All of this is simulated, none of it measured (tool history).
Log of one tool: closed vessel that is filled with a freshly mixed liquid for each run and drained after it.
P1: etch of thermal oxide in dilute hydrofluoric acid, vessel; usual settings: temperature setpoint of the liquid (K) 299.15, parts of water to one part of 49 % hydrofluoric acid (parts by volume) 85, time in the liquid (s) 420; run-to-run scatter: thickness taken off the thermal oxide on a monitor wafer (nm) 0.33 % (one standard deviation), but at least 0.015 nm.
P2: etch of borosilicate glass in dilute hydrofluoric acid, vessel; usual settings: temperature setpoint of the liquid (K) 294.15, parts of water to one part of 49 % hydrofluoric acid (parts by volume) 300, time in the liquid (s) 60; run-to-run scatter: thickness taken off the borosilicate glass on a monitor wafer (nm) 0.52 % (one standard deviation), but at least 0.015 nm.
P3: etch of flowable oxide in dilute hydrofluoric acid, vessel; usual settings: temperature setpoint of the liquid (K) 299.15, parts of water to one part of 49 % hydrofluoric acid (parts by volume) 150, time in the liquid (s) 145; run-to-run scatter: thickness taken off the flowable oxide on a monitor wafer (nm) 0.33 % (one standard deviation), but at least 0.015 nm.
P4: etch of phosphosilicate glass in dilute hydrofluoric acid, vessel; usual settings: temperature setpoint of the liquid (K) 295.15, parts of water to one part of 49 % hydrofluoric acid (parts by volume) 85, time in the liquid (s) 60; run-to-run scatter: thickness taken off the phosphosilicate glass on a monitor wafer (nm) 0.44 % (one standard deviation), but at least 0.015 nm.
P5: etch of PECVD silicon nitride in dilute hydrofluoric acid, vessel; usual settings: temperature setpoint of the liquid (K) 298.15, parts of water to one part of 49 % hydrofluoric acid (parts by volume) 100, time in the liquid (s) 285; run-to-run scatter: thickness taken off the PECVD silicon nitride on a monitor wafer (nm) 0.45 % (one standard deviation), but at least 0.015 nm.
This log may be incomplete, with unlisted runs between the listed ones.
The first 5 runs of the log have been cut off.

| run | hour | process that ran | temperature setpoint of the liquid (K) | parts of water to one part of 49 % hydrofluoric acid (parts by volume) | time in the liquid (s) | hours since the thermometer was replaced | hours since the hydrofluoric acid flow meter was replaced | thickness taken off the thermal oxide on a monitor wafer (nm) | thickness taken off the flowable oxide on a monitor wafer (nm) | thickness taken off the borosilicate glass on a monitor wafer (nm) | thickness taken off the phosphosilicate glass on a monitor wafer (nm) | thickness taken off the PECVD silicon nitride on a monitor wafer (nm) |
|---|---|---|---|---|---|---|---|---|---|---|---|---|
| 6 | 56.9 | P1 | 299.15 | 85 | 420 | 628.0 | 812.8 | 26.4070 |  |  |  |  |
|  | 57.5 | thermometer replaced |
| 7 | 66.0 | P1 | 305.65 | 85 | 420 | 8.5 | 821.9 | 34.0320 |  |  |  |  |
| 8 | 79.3 | P1 | 299.15 | 85 | 420 | 21.8 | 835.2 | 26.5180 |  |  |  |  |
| 9 | 92.8 | P3 | 299.15 | 150 | 145 | 35.3 | 848.7 |  | 39.800 |  |  |  |
| 10 | 106.5 | P1 | 299.15 | 140 | 420 | 49.0 | 862.4 | 15.0840 |  |  |  |  |
| 11 | 114.1 | P3 | 299.15 | 40 | 145 | 56.6 | 870.0 |  | 173.990 |  |  |  |
| 12 | 123.2 | P3 | 305.65 | 150 | 145 | 65.7 | 879.1 |  | 50.557 |  |  |  |
| 13 | 134.1 | P1 | 299.15 | 85 | 790 | 76.6 | 890.0 | 50.0190 |  |  |  |  |
| 14 | 143.8 | P2 | 294.15 | 300 | 60 | 86.3 | 899.7 |  |  | 5.9682 |  |  |
| 15 | 151.7 | P4 | 290.15 | 85 | 60 | 94.2 | 907.6 |  |  |  | 67.270 |  |
| 16 | 163.6 | P1 | 299.15 | 85 | 420 | 106.1 | 919.5 | 26.5450 |  |  |  |  |
| 17 | 174.0 | P5 | 298.15 | 40 | 285 | 116.5 | 929.9 |  |  |  |  | 32.9300 |
| 18 | 187.0 | P1 | 299.15 | 85 | 420 | 129.5 | 942.9 | 26.6120 |  |  |  |  |
| 19 | 195.9 | P4 | 295.15 | 85 | 30 | 138.4 | 951.8 |  |  |  | 41.436 |  |
| 20 | 209.6 | P2 | 294.15 | 50 | 60 | 152.1 | 965.5 |  |  | 46.3940 |  |  |
| 21 | 222.8 | P1 | 299.15 | 115 | 75 | 165.3 | 978.7 | 3.3810 |  |  |  |  |
| 22 | 229.8 | P5 | 292.15 | 100 | 285 | 172.3 | 985.7 |  |  |  |  | 8.9597 |
| 23 | 240.0 | P4 | 295.15 | 85 | 60 | 182.5 | 995.9 |  |  |  | 83.315 |  |
| 24 | 247.8 | P1 | 293.65 | 85 | 420 | 190.3 | 1003.7 | 21.2290 |  |  |  |  |
| 25 | 257.4 | P4 | 295.15 | 115 | 60 | 199.9 | 1013.3 |  |  |  | 59.501 |  |
| 26 | 264.3 | P5 | 298.15 | 100 | 285 | 206.8 | 1020.2 |  |  |  |  | 13.3740 |
| 27 | 272.7 | P1 | 299.15 | 85 | 420 | 215.2 | 1028.6 | 26.6640 |  |  |  |  |
| 28 | 280.8 | P1 | 295.15 | 85 | 735 | 223.3 | 1036.7 | 39.6550 |  |  |  |  |
| 29 | 294.4 | P2 | 301.65 | 300 | 60 | 236.9 | 1050.3 |  |  | 7.7918 |  |  |

Run 30 is up next; what results do you expect?
| 30 | 302.2 | P1 | 292.15 | 85 | 665 | 244.7 | 1058.1 | ? |  |  |  |  |

thickness taken off the thermal oxide on a monitor wafer (nm): 31.7210
